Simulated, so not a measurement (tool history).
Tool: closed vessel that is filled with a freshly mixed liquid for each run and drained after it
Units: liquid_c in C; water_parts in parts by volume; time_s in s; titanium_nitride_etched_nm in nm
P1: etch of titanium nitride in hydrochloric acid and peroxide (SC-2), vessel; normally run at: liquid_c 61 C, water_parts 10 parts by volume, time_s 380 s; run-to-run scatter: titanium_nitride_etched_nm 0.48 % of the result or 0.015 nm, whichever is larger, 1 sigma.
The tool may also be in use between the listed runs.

run	hour	liquid_c	water_parts	time_s	hours since the thermometer was replaced	hours since the chemicals flow meter was replaced	hours since the drum of peroxide was connected	titanium_nitride_etched_nm
1	10.7	61	10	380	447.8	425.1	190	14.337
2	21.9	61	10	380	459	436.3	201.2	14.4
3	33.6	61	10	380	470.7	448	212.9	14.63
4	40.5	45.5	10	380	477.6	454.9	219.8	5.2376
5	45.7	61	10	380	482.8	460.1	225	14.532
6	53.2	61	10	90	490.3	467.6	232.5	3.4408
7	58.3	72	10	380	495.4	472.7	237.6	28.118
8	69.9	61	10	720	507	484.3	249.2	27.025
9	76.1	61	18	380	513.2	490.5	255.4	8.6171
# hour 83.1: new drum of peroxide connected
10	86.3	61	4	380	523.4	500.7	3.2	29.133
11	92.5	61	10	380	529.6	506.9	9.4	14.542
12	103.6	61	10	380	540.7	518	20.5	14.456
13	110.4	61	5	155	547.5	524.8	27.3	10.104
14	115.9	61	10	380	553	530.3	32.8	14.406
15	126.5	61	10	380	563.6	540.9	43.4	14.869
16	137.2	61	10	380	574.3	551.6	54.1	15.194
17	148.3	61	10	380	585.4	562.7	65.2	15.291
18	156.9	61	10	380	594	571.3	73.8	15.394
19	166.2	61	10	380	603.3	580.6	83.1	15.489
20	172.2	61	10	380	609.3	586.6	89.1	15.518
21	182.6	61	10	380	619.7	597	99.5	15.589
22	191.2	61	10	380	628.3	605.6	108.1	15.431

What P1 gives has crept away from where it was. These 2 causes fit the log equally well, each at the size given:
A: chemicals flow above the setpoint (%) = 9.11
B: liquid hotter than its thermometer reads (K) = 1.16
The creep began at about hour 115.9.
Why every other cause is out:
peroxide weaker than its label (%): at most 8, which would move titanium_nitride_etched_nm by -7.4 %: too little, or the wrong way

4 check runs are offered, each on 3 wafers whose results are averaged, their results left as question marks. Which one tells the causes apart?
check 1	199.8	61	6.5	380				?
check 2	199.8	46.5	4	380				?
check 3	199.8	61	10	555				?
check 4	199.8	72	10	525				?

What each check would give under each cause:
check	result	if A	if B
check 1	titanium_nitride_etched_nm	21.776	21.909
check 2	titanium_nitride_etched_nm	11.884	12.142
check 3	titanium_nitride_etched_nm	22.666	22.666
check 4	titanium_nitride_etched_nm	41.654	41.465
How far apart the two closest causes lie, in the result that separates them most: check 1 0.61 %; check 2 2.15 %; check 3 0 %; check 4 0.46 %
Check 2 tells the causes apart: in the others they would give nearly the same result.

Then check 2 was run and gave: titanium_nitride_etched_nm 11.902 nm. Which cause is it?

It is A: chemicals flow above the setpoint (%).
